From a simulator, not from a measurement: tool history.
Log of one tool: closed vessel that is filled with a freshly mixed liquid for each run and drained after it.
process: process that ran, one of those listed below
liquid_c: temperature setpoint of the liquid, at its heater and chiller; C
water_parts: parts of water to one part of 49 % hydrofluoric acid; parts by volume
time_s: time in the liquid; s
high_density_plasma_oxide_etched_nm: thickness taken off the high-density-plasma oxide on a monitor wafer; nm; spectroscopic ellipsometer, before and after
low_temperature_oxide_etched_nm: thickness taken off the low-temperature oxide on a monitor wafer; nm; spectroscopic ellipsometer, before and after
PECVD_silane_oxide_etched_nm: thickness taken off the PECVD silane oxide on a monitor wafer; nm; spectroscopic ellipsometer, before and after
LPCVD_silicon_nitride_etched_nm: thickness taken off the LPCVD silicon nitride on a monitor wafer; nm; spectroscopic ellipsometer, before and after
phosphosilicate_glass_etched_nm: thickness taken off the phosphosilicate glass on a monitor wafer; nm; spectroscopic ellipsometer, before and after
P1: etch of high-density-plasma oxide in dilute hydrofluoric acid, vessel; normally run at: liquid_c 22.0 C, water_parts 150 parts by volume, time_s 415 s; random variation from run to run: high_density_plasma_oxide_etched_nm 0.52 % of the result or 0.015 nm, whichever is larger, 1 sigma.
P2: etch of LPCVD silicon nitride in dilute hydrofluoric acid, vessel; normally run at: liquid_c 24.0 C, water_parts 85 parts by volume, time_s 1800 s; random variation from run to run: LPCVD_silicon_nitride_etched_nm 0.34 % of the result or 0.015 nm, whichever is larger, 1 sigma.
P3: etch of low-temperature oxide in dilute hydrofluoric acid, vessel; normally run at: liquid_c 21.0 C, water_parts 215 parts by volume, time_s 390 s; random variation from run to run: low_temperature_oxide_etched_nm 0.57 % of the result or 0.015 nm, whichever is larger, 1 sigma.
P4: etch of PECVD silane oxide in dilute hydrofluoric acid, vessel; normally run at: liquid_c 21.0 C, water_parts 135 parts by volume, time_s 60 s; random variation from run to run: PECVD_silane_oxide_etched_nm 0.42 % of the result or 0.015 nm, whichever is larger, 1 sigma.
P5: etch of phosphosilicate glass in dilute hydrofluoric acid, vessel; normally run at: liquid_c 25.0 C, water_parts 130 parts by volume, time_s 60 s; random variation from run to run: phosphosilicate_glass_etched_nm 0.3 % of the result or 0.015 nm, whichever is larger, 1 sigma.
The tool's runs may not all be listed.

run	hour	process	liquid_c	water_parts	time_s	hours since the thermometer was replaced	hours since the hydrofluoric acid flow meter was replaced	high_density_plasma_oxide_etched_nm	low_temperature_oxide_etched_nm	PECVD_silane_oxide_etched_nm	LPCVD_silicon_nitride_etched_nm	phosphosilicate_glass_etched_nm
1	8.9	P1	22.0	150	415	1481.0	154.1	11.8660				
2	20.0	P3	21.0	135	390	1492.1	165.2		63.898			
3	31.7	P4	21.0	135	30	1503.8	176.9			6.9132		
4	38.9	P1	22.0	150	415	1511.0	184.1	11.8940				
5	49.0	P4	21.0	135	60	1521.1	194.2			13.8170		
6	59.5	P1	25.5	50	415	1531.6	204.7	46.3930				
7	67.1	P2	29.0	85	1800	1539.2	212.3				15.6380	
8	75.6	P1	22.0	150	415	1547.7	220.8	11.9040				
9	87.3	P5	25.0	130	60	1559.4	232.5					40.035
10	98.7	P1	22.0	150	415	1570.8	243.9	11.8730				
11	109.8	P5	30.5	130	60	1581.9	255.0					48.992
12	121.0	P2	24.0	85	810	1593.1	266.2				5.0625	
13	129.6	P5	25.0	130	60	1601.7	274.8					40.004
14	142.5	P1	17.0	150	415	1614.6	287.7	9.7387				
15	148.9	P4	21.0	135	60	1621.0	294.1			13.8290		
16	156.3	P3	29.0	215	390	1628.4	301.5		49.869			
17	167.2	P3	21.0	215	210	1639.3	312.4		20.006			
18	173.3	P3	21.0	215	390	1645.4	318.5		36.815			
19	185.6	P5	25.0	130	30	1657.7	330.8					19.960
20	191.3	P1	22.0	150	835	1663.4	336.5	23.9350				
21	198.8	P2	24.0	145	1800	1670.9	344.0				6.6782	
22	210.4	P1	29.5	150	415	1682.5	355.6	15.8500				
23	220.8	P4	21.0	230	60	1692.9	366.0			7.3263		
24	228.2	P1	22.0	80	190	1700.3	373.4	11.0730				
25	238.9	P5	25.0	190	60	1711.0	384.1					25.434
26	247.9	P2	24.0	85	1800	1720.0	393.1				11.3150	
27	260.4	P1	22.0	50	415	1732.5	405.6	40.5890				
28	269.6	P4	28.0	135	60	1741.7	414.8			18.0580		
29	280.7	P1	22.0	220	415	1752.8	425.9	7.5754				
30	288.8	P1	22.0	150	110	1760.9	434.0	3.1421				
31	295.3	P1	22.0	150	415	1767.4	440.5	11.9510				
32	304.1	P1	22.0	150	415	1776.2	449.3	11.5990				
33	313.3	P1	22.0	150	415	1785.4	458.5	11.4700				
34	323.3	P1	22.0	150	415	1795.4	468.5	11.2600				
35	332.2	P1	22.0	150	415	1804.3	477.4	11.2360				
36	340.3	P1	22.0	150	415	1812.4	485.5	11.1510				

Run 37 comes next. What will it give?
37	351.0	P1	22.0	150	415	1823.1	496.2	?				

{"run 37": {"high_density_plasma_oxide_etched_nm": 11.006}}
